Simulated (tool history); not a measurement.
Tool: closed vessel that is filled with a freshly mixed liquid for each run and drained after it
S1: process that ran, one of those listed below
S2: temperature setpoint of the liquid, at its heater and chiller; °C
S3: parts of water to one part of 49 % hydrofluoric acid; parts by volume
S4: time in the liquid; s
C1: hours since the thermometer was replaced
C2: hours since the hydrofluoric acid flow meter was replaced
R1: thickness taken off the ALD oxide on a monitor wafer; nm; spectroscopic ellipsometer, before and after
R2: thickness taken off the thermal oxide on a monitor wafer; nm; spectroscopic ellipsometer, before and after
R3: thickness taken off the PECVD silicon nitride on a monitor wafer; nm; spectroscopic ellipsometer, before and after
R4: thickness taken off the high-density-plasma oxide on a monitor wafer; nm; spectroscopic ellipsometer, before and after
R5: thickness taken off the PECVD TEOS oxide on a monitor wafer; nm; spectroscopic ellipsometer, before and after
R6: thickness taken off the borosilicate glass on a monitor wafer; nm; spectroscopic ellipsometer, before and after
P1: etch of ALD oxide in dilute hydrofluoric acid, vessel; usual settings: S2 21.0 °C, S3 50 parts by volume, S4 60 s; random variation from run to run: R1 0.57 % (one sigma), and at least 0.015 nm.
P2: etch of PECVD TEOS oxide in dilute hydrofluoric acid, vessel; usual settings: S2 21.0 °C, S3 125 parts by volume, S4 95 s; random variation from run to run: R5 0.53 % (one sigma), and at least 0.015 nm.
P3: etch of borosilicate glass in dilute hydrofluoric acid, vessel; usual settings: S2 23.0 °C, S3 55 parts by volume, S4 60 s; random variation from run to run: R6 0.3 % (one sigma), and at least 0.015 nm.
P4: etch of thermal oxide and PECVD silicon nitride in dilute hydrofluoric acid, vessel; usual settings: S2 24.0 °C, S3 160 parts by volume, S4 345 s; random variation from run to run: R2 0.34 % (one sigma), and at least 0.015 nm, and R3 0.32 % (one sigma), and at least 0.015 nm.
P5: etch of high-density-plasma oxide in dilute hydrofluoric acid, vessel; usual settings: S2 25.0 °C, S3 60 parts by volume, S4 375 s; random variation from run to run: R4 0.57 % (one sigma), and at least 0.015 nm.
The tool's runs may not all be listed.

run,hour,S1,S2,S3,S4,C1,C2,R1,R2,R3,R4,R5,R6
1,12.2,P1,21.0,50,60,795.6,750.8,27.377,,,,,
2,24.8,P4,24.0,160,345,808.2,763.4,,9.5364,8.35470,,,
3,33.4,P5,25.0,60,375,816.8,772.0,,,,49.395,,
4,46.8,P4,24.0,160,30,830.2,785.4,,0.8419,0.73045,,,
5,55.0,P2,21.0,125,180,838.4,793.6,,,,,10.9970,
6,63.6,P3,23.0,95,60,847.0,802.2,,,,,,30.643
7,73.9,P5,33.0,60,375,857.3,812.5,,,,67.289,,
8,87.8,P3,23.0,55,60,871.2,826.4,,,,,,55.548
9,100.9,P5,25.0,60,195,884.3,839.5,,,,25.266,,
10,111.6,P1,21.0,50,90,895.0,850.2,40.649,,,,,
11,124.2,P1,21.0,50,60,907.6,862.8,27.269,,,,,
12,138.3,P1,17.0,50,60,921.7,876.9,22.885,,,,,
13,149.2,P2,21.0,125,95,932.6,887.8,,,,,5.8171,
14,158.4,P2,21.0,50,95,941.8,897.0,,,,,15.8460,
15,167.0,P1,21.0,25,60,950.4,905.6,56.446,,,,,
16,176.0,P1,21.0,50,60,959.4,914.6,27.293,,,,,
17,185.1,P1,26.0,50,60,968.5,923.7,33.971,,,,,
18,194.4,P1,21.0,50,30,977.8,933.0,13.594,,,,,
19,206.3,P2,28.5,125,95,989.7,944.9,,,,,7.6828,
20,218.1,P4,30.5,160,345,1001.5,956.7,,12.2430,12.58200,,,
21,231.2,P1,21.0,50,60,1014.6,969.8,27.340,,,,,
22,242.7,P1,21.0,50,60,1026.1,981.3,27.205,,,,,
23,256.8,P3,23.0,55,30,1040.2,995.4,,,,,,27.784
24,268.9,P5,25.0,25,375,1052.3,1007.5,,,,123.380,,
25,281.8,P2,21.0,125,95,1065.2,1020.4,,,,,5.8307,
26,294.4,P1,21.0,50,60,1077.8,1033.0,26.928,,,,,
27,306.1,P1,17.0,50,30,1089.5,1044.7,11.480,,,,,
28,316.0,P3,17.0,55,60,1099.4,1054.6,,,,,,43.209
29,329.8,P5,25.0,60,375,1113.2,1068.4,,,,48.276,,
30,342.5,P1,21.0,90,60,1125.9,1081.1,14.407,,,,,
31,350.9,P3,23.0,55,60,1134.3,1089.5,,,,,,55.676
32,365.1,P4,24.0,250,345,1148.5,1103.7,,5.6009,5.36180,,,
33,376.8,P1,21.0,50,60,1160.2,1115.4,27.402,,,,,
34,385.6,P1,21.0,50,60,1169.0,1124.2,26.663,,,,,
35,394.0,P1,21.0,50,60,1177.4,1132.6,26.684,,,,,
36,405.6,P1,21.0,50,60,1189.0,1144.2,26.128,,,,,
37,418.0,P1,21.0,50,60,1201.4,1156.6,26.235,,,,,
38,431.0,P1,21.0,50,60,1214.4,1169.6,25.873,,,,,
39,439.4,P1,21.0,50,60,1222.8,1178.0,25.808,,,,,
40,452.5,P1,21.0,50,60,1235.9,1191.1,25.958,,,,,
41,460.3,P1,21.0,50,60,1243.7,1198.9,25.630,,,,,
42,472.9,P1,21.0,50,60,1256.3,1211.5,25.919,,,,,
43,482.1,P1,21.0,50,60,1265.5,1220.7,25.639,,,,,
44,493.1,P1,21.0,50,60,1276.5,1231.7,25.876,,,,,

What P1 gives has crept away from where it was. These 2 causes fit the log equally well, each at the size given:
A: liquid colder than its thermometer reads (K) = 1.46
B: hydrofluoric acid flow below the setpoint (%) = 5.65
The creep began at about hour 376.8.

4 check runs are offered, one wafer each, their results left as question marks. Which one tells the causes apart?
check 1,504.1,P4,27.5,160,200,,,,?,?,,,
check 2,504.1,P3,17.0,55,30,,,,,,,,?
check 3,504.1,P5,25.0,35,375,,,,,,?,,
check 4,504.1,P2,21.0,65,95,,,,,,,?,

What each check would give under each cause:
check,result,if A,if B
check 1,R2,6.0354,5.9400
check 1,R3,5.52350,5.70940
check 2,R6,20.191,20.230
check 3,R4,81.298,81.260
check 4,R5,11.2610,11.2430
How far apart the two closest causes lie, in the result that separates them most: check 1 3.31 %; check 2 0.19 %; check 3 0.05 %; check 4 0.16 %
Check 1 tells the causes apart: in the others they would give nearly the same result.

Check 1 was then run and gave: R2 5.9435 nm; R3 5.72470 nm. Which cause is it?

It is B: hydrofluoric acid flow below the setpoint (%).
